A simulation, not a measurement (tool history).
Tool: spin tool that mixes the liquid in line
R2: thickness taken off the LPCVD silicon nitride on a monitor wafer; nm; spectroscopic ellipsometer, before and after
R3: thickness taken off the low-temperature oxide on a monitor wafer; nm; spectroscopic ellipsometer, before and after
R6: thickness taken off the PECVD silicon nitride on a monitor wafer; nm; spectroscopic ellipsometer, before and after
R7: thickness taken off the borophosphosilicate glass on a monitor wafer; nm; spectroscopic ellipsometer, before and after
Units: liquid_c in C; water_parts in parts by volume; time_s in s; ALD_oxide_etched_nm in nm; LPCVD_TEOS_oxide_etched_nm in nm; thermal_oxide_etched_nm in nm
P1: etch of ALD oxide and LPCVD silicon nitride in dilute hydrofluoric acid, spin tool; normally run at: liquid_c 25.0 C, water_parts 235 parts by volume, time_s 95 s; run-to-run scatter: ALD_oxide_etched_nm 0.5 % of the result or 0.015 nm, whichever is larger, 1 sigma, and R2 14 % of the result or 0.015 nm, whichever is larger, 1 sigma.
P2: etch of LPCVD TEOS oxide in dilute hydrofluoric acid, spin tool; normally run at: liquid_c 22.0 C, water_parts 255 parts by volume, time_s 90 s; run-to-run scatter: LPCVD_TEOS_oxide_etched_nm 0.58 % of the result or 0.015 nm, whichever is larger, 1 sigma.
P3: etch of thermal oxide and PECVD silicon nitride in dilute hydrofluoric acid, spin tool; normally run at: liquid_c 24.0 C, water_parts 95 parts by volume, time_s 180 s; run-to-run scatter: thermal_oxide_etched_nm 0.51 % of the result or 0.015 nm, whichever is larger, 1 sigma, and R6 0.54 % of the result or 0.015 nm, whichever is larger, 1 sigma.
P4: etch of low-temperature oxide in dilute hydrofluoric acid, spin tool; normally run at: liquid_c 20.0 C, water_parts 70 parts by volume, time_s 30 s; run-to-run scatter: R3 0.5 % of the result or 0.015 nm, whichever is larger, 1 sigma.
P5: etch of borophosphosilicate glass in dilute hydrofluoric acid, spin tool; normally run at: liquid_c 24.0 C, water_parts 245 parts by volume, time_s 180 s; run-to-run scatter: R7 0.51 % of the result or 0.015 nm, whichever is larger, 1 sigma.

Run 1, day 0.362: process P1, liquid_c 25.0 C, water_parts 235 parts by volume, time_s 95 s. Result: ALD_oxide_etched_nm 7.0764 nm, R2 0.130050 nm.
Run 2, day 0.633: process P1, liquid_c 25.0 C, water_parts 235 parts by volume, time_s 95 s. Result: ALD_oxide_etched_nm 7.0391 nm, R2 0.183170 nm.
Run 3, day 0.842: process P1, liquid_c 25.0 C, water_parts 155 parts by volume, time_s 50 s. Result: ALD_oxide_etched_nm 6.0958 nm, R2 0.123810 nm.
Run 4, day 1.208: process P4, liquid_c 20.0 C, water_parts 70 parts by volume, time_s 55 s. Result: R3 8.9256 nm.
Run 5, day 1.600: process P1, liquid_c 32.5 C, water_parts 115 parts by volume, time_s 95 s. Result: ALD_oxide_etched_nm 21.7770 nm, R2 0.658500 nm.
Run 6, day 1.829: process P1, liquid_c 25.0 C, water_parts 420 parts by volume, time_s 95 s. Result: ALD_oxide_etched_nm 3.3016 nm, R2 0.089526 nm.
Run 7, day 2.229: process P1, liquid_c 25.0 C, water_parts 235 parts by volume, time_s 185 s. Result: ALD_oxide_etched_nm 13.6450 nm, R2 0.276360 nm.
Run 8, day 2.588: process P2, liquid_c 17.5 C, water_parts 255 parts by volume, time_s 90 s. Result: LPCVD_TEOS_oxide_etched_nm 6.0029 nm.
Run 9, day 3.004: process P3, liquid_c 17.0 C, water_parts 95 parts by volume, time_s 180 s. Result: thermal_oxide_etched_nm 6.5519 nm, R6 3.9702 nm.
Run 10, day 3.283: process P2, liquid_c 22.0 C, water_parts 255 parts by volume, time_s 15 s. Result: LPCVD_TEOS_oxide_etched_nm 1.2003 nm.
Run 11, day 3.700: process P1, liquid_c 25.0 C, water_parts 235 parts by volume, time_s 95 s. Result: ALD_oxide_etched_nm 7.0349 nm, R2 0.229510 nm.
Run 12, day 4.017: process P1, liquid_c 25.0 C, water_parts 75 parts by volume, time_s 95 s. Result: ALD_oxide_etched_nm 26.3910 nm, R2 0.606480 nm.
Run 13, day 4.358: process P4, liquid_c 26.0 C, water_parts 70 parts by volume, time_s 30 s. Result: R3 6.2256 nm.
Run 14, day 4.667: process P1, liquid_c 17.0 C, water_parts 235 parts by volume, time_s 95 s. Result: ALD_oxide_etched_nm 5.1811 nm, R2 0.134390 nm.
At day 4.908: hydrofluoric acid flow meter replaced.
Run 15, day 4.925: process P4, liquid_c 20.0 C, water_parts 70 parts by volume, time_s 30 s. Result: R3 4.8391 nm.
Run 16, day 5.167: process P1, liquid_c 31.0 C, water_parts 235 parts by volume, time_s 95 s. Result: ALD_oxide_etched_nm 8.6156 nm, R2 0.315690 nm.
Run 17, day 5.425: process P1, liquid_c 25.0 C, water_parts 235 parts by volume, time_s 95 s. Result: ALD_oxide_etched_nm 7.0123 nm, R2 0.181450 nm.
Run 18, day 5.838: process P5, liquid_c 17.0 C, water_parts 245 parts by volume, time_s 180 s. Result: R7 18.592 nm.
Run 19, day 6.033: process P3, liquid_c 24.0 C, water_parts 95 parts by volume, time_s 180 s. Result: thermal_oxide_etched_nm 8.7837 nm, R6 6.4226 nm.
Run 20, day 6.283: process P5, liquid_c 24.0 C, water_parts 420 parts by volume, time_s 180 s. Result: R7 11.942 nm.
Run 21, day 6.633: process P3, liquid_c 24.0 C, water_parts 95 parts by volume, time_s 180 s. Result: thermal_oxide_etched_nm 8.8331 nm, R6 6.3374 nm.
Run 22, day 6.962: process P3, liquid_c 24.0 C, water_parts 170 parts by volume, time_s 180 s. Result: thermal_oxide_etched_nm 4.5049 nm, R6 3.5677 nm.
Run 23, day 7.333: process P2, liquid_c 22.0 C, water_parts 255 parts by volume, time_s 90 s. Result: LPCVD_TEOS_oxide_etched_nm 7.1186 nm.
Run 24, day 7.579: process P1, liquid_c 25.0 C, water_parts 235 parts by volume, time_s 30 s. Result: ALD_oxide_etched_nm 2.1572 nm, R2 0.068488 nm.
Run 25, day 7.792: process P1, liquid_c 25.0 C, water_parts 235 parts by volume, time_s 95 s. Result: ALD_oxide_etched_nm 7.0222 nm, R2 0.212420 nm.
At day 7.925: thermometer replaced.
Run 26, day 8.146: process P1, liquid_c 25.0 C, water_parts 235 parts by volume, time_s 95 s. Result: ALD_oxide_etched_nm 7.0630 nm, R2 0.137560 nm.

Run 27 comes next. What will it give?
Run 27, day 8.350: process P4, liquid_c 20.0 C, water_parts 120 parts by volume, time_s 30 s. Result: R3 ?.

R3: 2.6842 nm
